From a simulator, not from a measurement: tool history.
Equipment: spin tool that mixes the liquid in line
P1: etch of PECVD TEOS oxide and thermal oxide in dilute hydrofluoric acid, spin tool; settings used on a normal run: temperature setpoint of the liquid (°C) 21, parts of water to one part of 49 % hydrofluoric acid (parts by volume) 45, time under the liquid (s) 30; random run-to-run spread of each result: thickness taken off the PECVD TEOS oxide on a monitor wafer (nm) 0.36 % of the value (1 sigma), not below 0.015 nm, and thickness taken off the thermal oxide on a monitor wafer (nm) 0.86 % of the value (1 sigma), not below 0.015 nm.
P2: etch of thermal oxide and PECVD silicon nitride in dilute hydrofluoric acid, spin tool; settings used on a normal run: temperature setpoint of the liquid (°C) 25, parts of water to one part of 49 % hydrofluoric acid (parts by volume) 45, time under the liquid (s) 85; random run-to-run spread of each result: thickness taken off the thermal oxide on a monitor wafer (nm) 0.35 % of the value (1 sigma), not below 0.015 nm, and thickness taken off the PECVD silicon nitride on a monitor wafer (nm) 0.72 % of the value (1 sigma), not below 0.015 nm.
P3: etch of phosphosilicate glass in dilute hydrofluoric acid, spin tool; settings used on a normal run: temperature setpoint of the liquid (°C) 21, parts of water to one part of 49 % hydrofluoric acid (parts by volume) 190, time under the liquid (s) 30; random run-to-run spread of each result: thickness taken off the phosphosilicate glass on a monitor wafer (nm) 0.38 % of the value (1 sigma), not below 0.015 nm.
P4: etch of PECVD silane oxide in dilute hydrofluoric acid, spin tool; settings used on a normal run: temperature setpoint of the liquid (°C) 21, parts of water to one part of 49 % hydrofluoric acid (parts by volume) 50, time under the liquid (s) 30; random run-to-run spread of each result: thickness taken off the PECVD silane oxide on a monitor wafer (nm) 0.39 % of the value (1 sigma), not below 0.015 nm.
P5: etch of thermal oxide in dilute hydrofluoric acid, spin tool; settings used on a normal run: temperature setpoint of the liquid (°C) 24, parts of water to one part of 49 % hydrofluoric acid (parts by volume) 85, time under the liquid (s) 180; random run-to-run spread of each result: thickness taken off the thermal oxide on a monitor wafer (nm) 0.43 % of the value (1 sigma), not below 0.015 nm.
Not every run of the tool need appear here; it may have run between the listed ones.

| run | hour | process that ran | temperature setpoint of the liquid (°C) | parts of water to one part of 49 % hydrofluoric acid (parts by volume) | time under the liquid (s) | hours since the thermometer was replaced | hours since the hydrofluoric acid flow meter was replaced | thickness taken off the PECVD TEOS oxide on a monitor wafer (nm) | thickness taken off the thermal oxide on a monitor wafer (nm) | thickness taken off the PECVD silane oxide on a monitor wafer (nm) | thickness taken off the phosphosilicate glass on a monitor wafer (nm) | thickness taken off the PECVD silicon nitride on a monitor wafer (nm) |
|---|---|---|---|---|---|---|---|---|---|---|---|---|
| 1 | 15.5 | P1 | 21 | 45 | 30 | 375.6 | 1173.1 | 10.361 | 2.8316 |  |  |  |
| 2 | 24.3 | P4 | 21 | 50 | 65 | 384.4 | 1181.9 |  |  | 34.415 |  |  |
| 3 | 34.2 | P5 | 18.5 | 85 | 180 | 394.3 | 1191.8 |  | 7.8246 |  |  |  |
| 4 | 43.1 | P1 | 21 | 45 | 30 | 403.2 | 1200.7 | 10.362 | 2.885 |  |  |  |
| 5 | 60.5 | P1 | 21 | 45 | 30 | 420.6 | 1218.1 | 10.334 | 2.871 |  |  |  |
| 6 | 70.6 | P3 | 21 | 190 | 30 | 430.7 | 1228.2 |  |  |  | 18.167 |  |
| 7 | 85.1 | P1 | 21 | 65 | 30 | 445.2 | 1242.7 | 6.9333 | 1.9366 |  |  |  |
| 8 | 93.1 | P1 | 28.5 | 45 | 30 | 453.2 | 1250.7 | 14.041 | 3.8794 |  |  |  |
| 9 | 110.5 | P1 | 21 | 45 | 15 | 470.6 | 1268.1 | 5.1709 | 1.4199 |  |  |  |
| 10 | 121.4 | P3 | 21 | 35 | 30 | 481.5 | 1279 |  |  |  | 116.49 |  |
| 11 | 130.2 | P4 | 26 | 50 | 30 | 490.3 | 1287.8 |  |  | 19.443 |  |  |
| 12 | 141.5 | P3 | 17 | 190 | 30 | 501.6 | 1299.1 |  |  |  | 15.576 |  |
| 13 | 157.7 | P3 | 21 | 190 | 30 | 517.8 | 1315.3 |  |  |  | 18.011 |  |
| 14 | 166.2 | P3 | 21 | 190 | 60 | 526.3 | 1323.8 |  |  |  | 36.189 |  |
| 15 | 180.5 | P5 | 24 | 85 | 365 | 540.6 | 1338.1 |  | 19.997 |  |  |  |
| 16 | 192.5 | P1 | 21 | 30 | 30 | 552.6 | 1350.1 | 15.641 | 4.406 |  |  |  |
| 17 | 205.7 | P4 | 21 | 80 | 30 | 565.8 | 1363.3 |  |  | 9.5795 |  |  |
| 18 | 220.6 | P1 | 17.5 | 45 | 30 | 580.7 | 1378.2 | 8.8603 | 2.4628 |  |  |  |
| 19 | 237.7 | P5 | 24 | 50 | 180 | 597.8 | 1395.3 |  | 17.665 |  |  |  |
| 20 | 251.4 | P4 | 21 | 50 | 30 | 611.5 | 1409 |  |  | 15.831 |  |  |
| 21 | 259.1 | P2 | 25 | 45 | 15 | 619.2 | 1416.7 |  | 1.6895 |  |  | 0.64038 |
| 22 | 271.4 | P1 | 21 | 45 | 30 | 631.5 | 1429 | 10.358 | 2.8598 |  |  |  |
| 23 | 280.4 | P2 | 25 | 45 | 85 | 640.5 | 1438 |  | 9.5561 |  |  | 3.6976 |
| 24 | 291.8 | P1 | 21 | 45 | 30 | 651.9 | 1449.4 | 10.285 | 2.9114 |  |  |  |
| 25 | 305.3 | P1 | 21 | 45 | 45 | 665.4 | 1462.9 | 15.444 | 4.262 |  |  |  |
| 26 | 313.4 | P5 | 24 | 85 | 180 | 673.5 | 1471 |  | 9.8608 |  |  |  |
| 27 | 324 | P2 | 25 | 20 | 85 | 684.1 | 1481.6 |  | 22.253 |  |  | 7.9676 |
| 28 | 336.1 | P2 | 31 | 45 | 85 | 696.2 | 1493.7 |  | 12.158 |  |  | 5.4926 |
| 29 | 349.4 | P1 | 17 | 45 | 55 | 709.5 | 1507 | 15.902 | 4.4862 |  |  |  |
| 30 | 364.8 | P4 | 21 | 50 | 30 | 724.9 | 1522.4 |  |  | 15.845 |  |  |
| 31 | 372.8 | P5 | 24 | 85 | 180 | 732.9 | 1530.4 |  | 9.9142 |  |  |  |
| 32 | 389.5 | P1 | 21 | 45 | 30 | 749.6 | 1547.1 | 10.386 | 2.8544 |  |  |  |
| 33 | 403.6 | P1 | 21 | 45 | 30 | 763.7 | 1561.2 | 9.9825 | 2.8146 |  |  |  |
| 34 | 412.5 | P1 | 21 | 45 | 30 | 772.6 | 1570.1 | 9.8301 | 2.7474 |  |  |  |
| 35 | 426 | P1 | 21 | 45 | 30 | 786.1 | 1583.6 | 9.6997 | 2.687 |  |  |  |
| 36 | 441.5 | P1 | 21 | 45 | 30 | 801.6 | 1599.1 | 9.6334 | 2.6563 |  |  |  |
| 37 | 451.1 | P1 | 21 | 45 | 30 | 811.2 | 1608.7 | 9.6343 | 2.5875 |  |  |  |
| 38 | 460.1 | P1 | 21 | 45 | 30 | 820.2 | 1617.7 | 9.4984 | 2.6598 |  |  |  |
| 39 | 468.4 | P1 | 21 | 45 | 30 | 828.5 | 1626 | 9.5171 | 2.6281 |  |  |  |
| 40 | 486.1 | P1 | 21 | 45 | 30 | 846.2 | 1643.7 | 9.4476 | 2.6103 |  |  |  |
| 41 | 504.1 | P1 | 21 | 45 | 30 | 864.2 | 1661.7 | 9.3958 | 2.6735 |  |  |  |
| 42 | 518.6 | P1 | 21 | 45 | 30 | 878.7 | 1676.2 | 9.4496 | 2.6139 |  |  |  |
| 43 | 530.4 | P1 | 21 | 45 | 30 | 890.5 | 1688 | 9.3149 | 2.5669 |  |  |  |

The log shows P1 creeping away from where it was. Any of the 2 causes listed here, at the size stated for it, fits the log just as well as the others:
A: hydrofluoric acid flow below the setpoint (%) = 8.34
B: liquid colder than its thermometer reads (K) = 2.17
The onset of the drift is placed at about hour 389.5.

Which of the 4 check runs listed below separates the causes, so that each cause would produce a clearly different result? Each run uses one wafer, and its results are marked with question marks.
| check 1 | 542.2 | P5 | 20.5 | 55 | 180 |  |  |  | ? |  |  |  |
| check 2 | 542.2 | P3 | 21 | 45 | 60 |  |  |  |  |  | ? |  |
| check 3 | 542.2 | P2 | 28 | 20 | 85 |  |  |  | ? |  |  | ? |
| check 4 | 542.2 | P4 | 21 | 70 | 60 |  |  |  |  | ? |  |  |

What every check run would give for each of its results, assuming each possible cause in turn:
| check | result | if A | if B |
|---|---|---|---|
| check 1 | thickness taken off the thermal oxide on a monitor wafer (nm) | 12.542 | 12.552 |
| check 2 | thickness taken off the phosphosilicate glass on a monitor wafer (nm) | 164.24 | 164.15 |
| check 3 | thickness taken off the thermal oxide on a monitor wafer (nm) | 22.994 | 22.997 |
| check 3 | thickness taken off the PECVD silicon nitride on a monitor wafer (nm) | 9.1228 | 8.5714 |
| check 4 | thickness taken off the PECVD silane oxide on a monitor wafer (nm) | 20.08 | 20.155 |
Per check, the gap between the least separated pair of causes, taken in the result that splits them most: check 1 0.08 %; check 2 0.05 %; check 3 6.23 %; check 4 0.37 %
Of the check runs offered, only check 3 discriminates between the causes; the rest would read about the same regardless of which cause applies.

After running check 3, the following was obtained: thickness taken off the thermal oxide on a monitor wafer (nm) 22.93; thickness taken off the PECVD silicon nitride on a monitor wafer (nm) 9.0419. Which cause does this point to?

The correct cause is A, namely: hydrofluoric acid flow below the setpoint (%).

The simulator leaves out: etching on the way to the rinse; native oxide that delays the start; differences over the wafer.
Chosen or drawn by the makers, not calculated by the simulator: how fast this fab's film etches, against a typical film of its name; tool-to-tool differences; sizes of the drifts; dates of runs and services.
